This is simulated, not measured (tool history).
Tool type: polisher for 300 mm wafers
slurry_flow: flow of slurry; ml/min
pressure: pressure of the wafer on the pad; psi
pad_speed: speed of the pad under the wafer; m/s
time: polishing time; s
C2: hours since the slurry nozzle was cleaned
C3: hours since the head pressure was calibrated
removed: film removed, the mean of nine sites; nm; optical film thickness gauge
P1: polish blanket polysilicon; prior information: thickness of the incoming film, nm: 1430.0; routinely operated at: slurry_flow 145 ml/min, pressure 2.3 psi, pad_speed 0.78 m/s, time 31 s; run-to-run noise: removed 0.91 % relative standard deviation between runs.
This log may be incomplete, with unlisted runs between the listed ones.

run 1 hour=12.2 | slurry_flow=145 pressure=2.3 pad_speed=0.78 time=31 | wafers_polished_on_this_pad=747 C2=130.8 C3=251.4 | removed=135.950
run 2 hour=19.7 | slurry_flow=145 pressure=2.3 pad_speed=0.78 time=16 | wafers_polished_on_this_pad=825 C2=138.3 C3=258.9 | removed=68.174
run 3 hour=26.9 | slurry_flow=145 pressure=1.7 pad_speed=0.78 time=31 | wafers_polished_on_this_pad=901 C2=145.5 C3=266.1 | removed=100.350
run 4 hour=33.0 | slurry_flow=145 pressure=1.8 pad_speed=0.78 time=45 | wafers_polished_on_this_pad=965 C2=151.6 C3=272.2 | removed=153.640
run 5 hour=43.1 | slurry_flow=145 pressure=2.3 pad_speed=0.78 time=31 | wafers_polished_on_this_pad=1071 C2=161.7 C3=282.3 | removed=133.670
run 6 hour=53.4 | slurry_flow=145 pressure=3.0 pad_speed=0.78 time=31 | wafers_polished_on_this_pad=1180 C2=172.0 C3=292.6 | removed=174.900
run 7 hour=62.8 | slurry_flow=145 pressure=2.3 pad_speed=0.78 time=45 | wafers_polished_on_this_pad=1279 C2=181.4 C3=302.0 | removed=196.230
run 8 hour=69.0 | slurry_flow=145 pressure=2.3 pad_speed=0.78 time=31 | wafers_polished_on_this_pad=1344 C2=187.6 C3=308.2 | removed=134.980
run 9 hour=77.9 | slurry_flow=180 pressure=2.3 pad_speed=0.78 time=31 | wafers_polished_on_this_pad=1437 C2=196.5 C3=317.1 | removed=140.500
run 10 hour=89.5 | slurry_flow=145 pressure=2.3 pad_speed=0.78 time=31 | wafers_polished_on_this_pad=1559 C2=208.1 C3=328.7 | removed=136.930
run 11 hour=97.5 | slurry_flow=145 pressure=2.3 pad_speed=1.22 time=31 | wafers_polished_on_this_pad=1643 C2=216.1 C3=336.7 | removed=211.530
run 12 hour=109.3 | slurry_flow=145 pressure=2.3 pad_speed=0.38 time=31 | wafers_polished_on_this_pad=1768 C2=227.9 C3=348.5 | removed=65.458
run 13 hour=116.2 | slurry_flow=85 pressure=2.3 pad_speed=0.78 time=31 | wafers_polished_on_this_pad=1840 C2=234.8 C3=355.4 | removed=120.630
run 14 hour=126.6 | slurry_flow=145 pressure=2.3 pad_speed=0.78 time=31 | wafers_polished_on_this_pad=1949 C2=245.2 C3=365.8 | removed=133.950
run 15 hour=137.5 | slurry_flow=145 pressure=2.3 pad_speed=1.22 time=40 | wafers_polished_on_this_pad=2064 C2=256.1 C3=376.7 | removed=271.890
run 16 hour=144.7 | slurry_flow=145 pressure=2.3 pad_speed=0.78 time=31 | wafers_polished_on_this_pad=2140 C2=263.3 C3=383.9 | removed=133.970
run 17 hour=153.9 | slurry_flow=145 pressure=2.3 pad_speed=0.78 time=31 | wafers_polished_on_this_pad=2236 C2=272.5 C3=393.1 | removed=129.720
run 18 hour=162.0 | slurry_flow=145 pressure=2.3 pad_speed=0.78 time=31 | wafers_polished_on_this_pad=2322 C2=280.6 C3=401.2 | removed=128.170
run 19 hour=169.2 | slurry_flow=145 pressure=2.3 pad_speed=0.78 time=31 | wafers_polished_on_this_pad=2397 C2=287.8 C3=408.4 | removed=128.800
run 20 hour=175.1 | slurry_flow=145 pressure=2.3 pad_speed=0.78 time=31 | wafers_polished_on_this_pad=2459 C2=293.7 C3=414.3 | removed=129.510
run 21 hour=181.5 | slurry_flow=145 pressure=2.3 pad_speed=0.78 time=31 | wafers_polished_on_this_pad=2527 C2=300.1 C3=420.7 | removed=127.460
-- hour=181.6 head pressure recalibrated
run 22 hour=190.4 | slurry_flow=145 pressure=2.3 pad_speed=0.78 time=31 | wafers_polished_on_this_pad=2620 C2=309.0 C3=8.9 | removed=123.650
run 23 hour=201.8 | slurry_flow=145 pressure=2.3 pad_speed=0.78 time=31 | wafers_polished_on_this_pad=2740 C2=320.4 C3=20.3 | removed=125.010
run 24 hour=212.4 | slurry_flow=145 pressure=2.3 pad_speed=0.78 time=31 | wafers_polished_on_this_pad=2852 C2=331.0 C3=30.9 | removed=124.380
run 25 hour=218.8 | slurry_flow=145 pressure=2.3 pad_speed=0.78 time=31 | wafers_polished_on_this_pad=2919 C2=337.4 C3=37.3 | removed=126.990
run 26 hour=227.0 | slurry_flow=145 pressure=2.3 pad_speed=0.78 time=31 | wafers_polished_on_this_pad=3005 C2=345.6 C3=45.5 | removed=124.740

What P1 gives has crept off from where it sat before. The 2 causes that follow fit the log equally well, each at the size noted:
A: slurry flow missing at the pad, % = 29.4
B: removal rate lost through wear of the pad, % = 7.05
At approximately hour 144.7, the process output began to creep.
Excluded causes, each with its reason:
head's pressure below its setpoint, %: maintenance at hour 181.6, after the shift began, did not return the process to its former output

The 4 check runs listed below each average the results of 3 wafers, and their outcomes are marked with question marks. Under which run would the listed causes produce clearly different results?
run check 1 hour=235.2 | slurry_flow=85 pressure=2.3 pad_speed=0.78 time=44 | removed=?
run check 2 hour=235.2 | slurry_flow=145 pressure=2.3 pad_speed=1.00 time=31 | removed=?
run check 3 hour=235.2 | slurry_flow=145 pressure=1.8 pad_speed=0.78 time=31 | removed=?
run check 4 hour=235.2 | slurry_flow=145 pressure=2.3 pad_speed=0.38 time=31 | removed=?

If the cause were each of the candidates in turn, the checks would give the following:
check=check_1 result=removed if_A=150.430 if_B=157.090
check=check_2 result=removed if_A=160.390 if_B=160.390
check=check_3 result=removed if_A=97.905 if_B=97.905
check=check_4 result=removed if_A=60.946 if_B=60.946
Minimum pairwise separation of causes per check, each pair taken at its best-separating result: check 1 4.33 %; check 2 0 %; check 3 0 %; check 4 0 %
Check 1 distinguishes between the causes, while the remaining checks would return nearly the same result for all of them.

Running check 1 produced the following: removed 157.930 nm. Which one of the listed causes fits?

Of the candidate causes, it is B: removal rate lost through wear of the pad, %.
